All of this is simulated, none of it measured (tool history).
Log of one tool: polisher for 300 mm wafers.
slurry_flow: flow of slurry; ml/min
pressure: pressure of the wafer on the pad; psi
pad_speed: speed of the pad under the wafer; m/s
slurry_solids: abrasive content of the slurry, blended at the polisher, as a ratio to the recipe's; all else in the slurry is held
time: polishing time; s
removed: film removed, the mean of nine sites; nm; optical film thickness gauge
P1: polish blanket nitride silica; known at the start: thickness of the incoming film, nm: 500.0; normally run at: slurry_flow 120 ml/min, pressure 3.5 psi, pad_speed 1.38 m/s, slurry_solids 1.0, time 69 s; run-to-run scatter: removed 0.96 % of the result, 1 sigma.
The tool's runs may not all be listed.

run	hour	slurry_flow	pressure	pad_speed	slurry_solids	time	wafers polished on this pad	hours since the slurry nozzle was cleaned	hours since the head pressure was calibrated	hours since the slurry blender was calibrated	hours since the conditioning disc was replaced	removed
1	4.8	120	3.5	1.38	1.0	69	995	215.8	473.7	123.4	221.3	47.241
2	10.4	120	3.5	1.38	1.0	69	1071	221.4	479.3	129.0	226.9	48.217
3	18.3	120	3.5	1.38	1.0	69	1180	229.3	487.2	136.9	234.8	46.929
4	24.4	120	4.6	1.38	1.0	69	1263	235.4	493.3	143.0	240.9	62.362
5	32.6	120	3.5	1.38	1.0	69	1375	243.6	501.5	151.2	249.1	47.217
6	38.6	120	2.5	1.38	1.0	85	1457	249.6	507.5	157.2	255.1	41.220
7	45.6	120	3.5	1.92	1.0	69	1553	256.6	514.5	164.2	262.1	62.032
8	53.2	120	3.5	1.38	1.0	31	1657	264.2	522.1	171.8	269.7	21.379
9	56.9	120	1.6	1.38	1.0	69	1707	267.9	525.8	175.5	273.4	21.665
10	64.7	120	3.5	1.72	1.0	85	1814	275.7	533.6	183.3	281.2	71.206
11	70.9	120	3.5	1.38	0.7	69	1899	281.9	539.8	189.5	287.4	39.593
12	76.8	120	3.5	1.38	1.5	69	1980	287.8	545.7	195.4	293.3	55.949
13	80.9	120	3.5	0.62	1.0	69	2036	291.9	549.8	199.5	297.4	24.994
14	85.1	185	3.5	1.38	1.0	69	2093	296.1	554.0	203.7	301.6	51.488
15	89.4	120	3.5	1.38	1.0	107	2152	300.4	558.3	208.0	305.9	71.985
16	97.0	80	3.5	1.38	1.0	69	2256	308.0	565.9	215.6	313.5	43.156
17	101.9	120	3.5	1.38	1.0	69	2323	312.9	570.8	220.5	318.4	47.510

The next listed run, before its measurement:
18	109.8	120	3.5	1.38	1.0	69	2431	320.8	578.7	228.4	326.3	?

{"run 18": {"removed": 47.13}}
